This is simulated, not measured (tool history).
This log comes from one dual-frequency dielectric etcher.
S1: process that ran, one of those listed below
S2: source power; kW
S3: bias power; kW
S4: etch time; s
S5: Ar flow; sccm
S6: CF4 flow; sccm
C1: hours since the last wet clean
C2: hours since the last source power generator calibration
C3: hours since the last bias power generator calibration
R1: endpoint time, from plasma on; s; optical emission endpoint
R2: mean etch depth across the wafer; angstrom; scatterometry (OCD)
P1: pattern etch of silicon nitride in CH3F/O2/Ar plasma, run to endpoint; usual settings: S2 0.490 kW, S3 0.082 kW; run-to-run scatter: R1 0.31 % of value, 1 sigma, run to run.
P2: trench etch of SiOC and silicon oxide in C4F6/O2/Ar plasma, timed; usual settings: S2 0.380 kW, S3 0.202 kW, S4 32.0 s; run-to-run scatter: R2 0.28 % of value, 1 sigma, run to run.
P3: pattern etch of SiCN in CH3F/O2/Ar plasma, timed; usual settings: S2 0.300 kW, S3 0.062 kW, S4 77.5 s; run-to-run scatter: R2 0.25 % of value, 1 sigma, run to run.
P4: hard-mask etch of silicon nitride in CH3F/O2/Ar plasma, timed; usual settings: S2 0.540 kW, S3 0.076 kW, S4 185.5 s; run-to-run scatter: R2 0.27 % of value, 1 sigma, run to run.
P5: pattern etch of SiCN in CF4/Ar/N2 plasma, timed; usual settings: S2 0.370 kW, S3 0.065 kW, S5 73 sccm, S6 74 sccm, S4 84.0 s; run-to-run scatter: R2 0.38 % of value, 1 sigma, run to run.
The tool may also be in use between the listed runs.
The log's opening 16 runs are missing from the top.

| run | hour | S1 | S2 | S3 | S4 | S5 | S6 | C1 | C2 | C3 | R1 | R2 |
|---|---|---|---|---|---|---|---|---|---|---|---|---|
| 17 | 209.6 | P5 | 0.370 | 0.065 | 84.0 | 100 | 74 | 255.9 | 3506.9 | 2304.3 |  | 611.21 |
| 18 | 220.4 | P4 | 0.400 | 0.076 | 185.5 |  |  | 266.7 | 3517.7 | 2315.1 |  | 1375.70 |
| 19 | 229.5 | P5 | 0.240 | 0.065 | 84.0 | 73 | 74 | 275.8 | 3526.8 | 2324.2 |  | 434.12 |
| 20 | 242.5 | P1 | 0.490 | 0.114 |  |  |  | 288.8 | 3539.8 | 2337.2 | 34.273 |  |
| 21 | 256.2 | P2 | 0.380 | 0.202 | 32.0 |  |  | 302.5 | 3553.5 | 2350.9 |  | 641.41 |
| 22 | 270.7 | P2 | 0.380 | 0.202 | 32.0 |  |  | 317.0 | 3568.0 | 2365.4 |  | 636.65 |
| 23 | 280.8 | P4 | 0.540 | 0.076 | 185.5 |  |  | 327.1 | 3578.1 | 2375.5 |  | 1533.50 |
| 24 | 297.2 | P1 | 0.490 | 0.082 |  |  |  | 343.5 | 3594.5 | 2391.9 | 38.859 |  |
| 25 | 314.3 | P5 | 0.370 | 0.065 | 84.0 | 73 | 74 | 360.6 | 3611.6 | 2409.0 |  | 639.41 |
| 26 | 328.9 | P3 | 0.300 | 0.062 | 111.5 |  |  | 375.2 | 3626.2 | 2423.6 |  | 348.22 |
| 27 | 342.5 | P1 | 0.670 | 0.082 |  |  |  | 388.8 | 3639.8 | 2437.2 | 34.293 |  |
| 28 | 353.2 | P2 | 0.380 | 0.268 | 32.0 |  |  | 399.5 | 3650.5 | 2447.9 |  | 701.70 |

Expected results for the next run?
| 29 | 367.2 | P1 | 0.490 | 0.082 |  |  |  | 413.5 | 3664.5 | 2461.9 | ? |  |

{"run 29": {"R1": 38.606}}
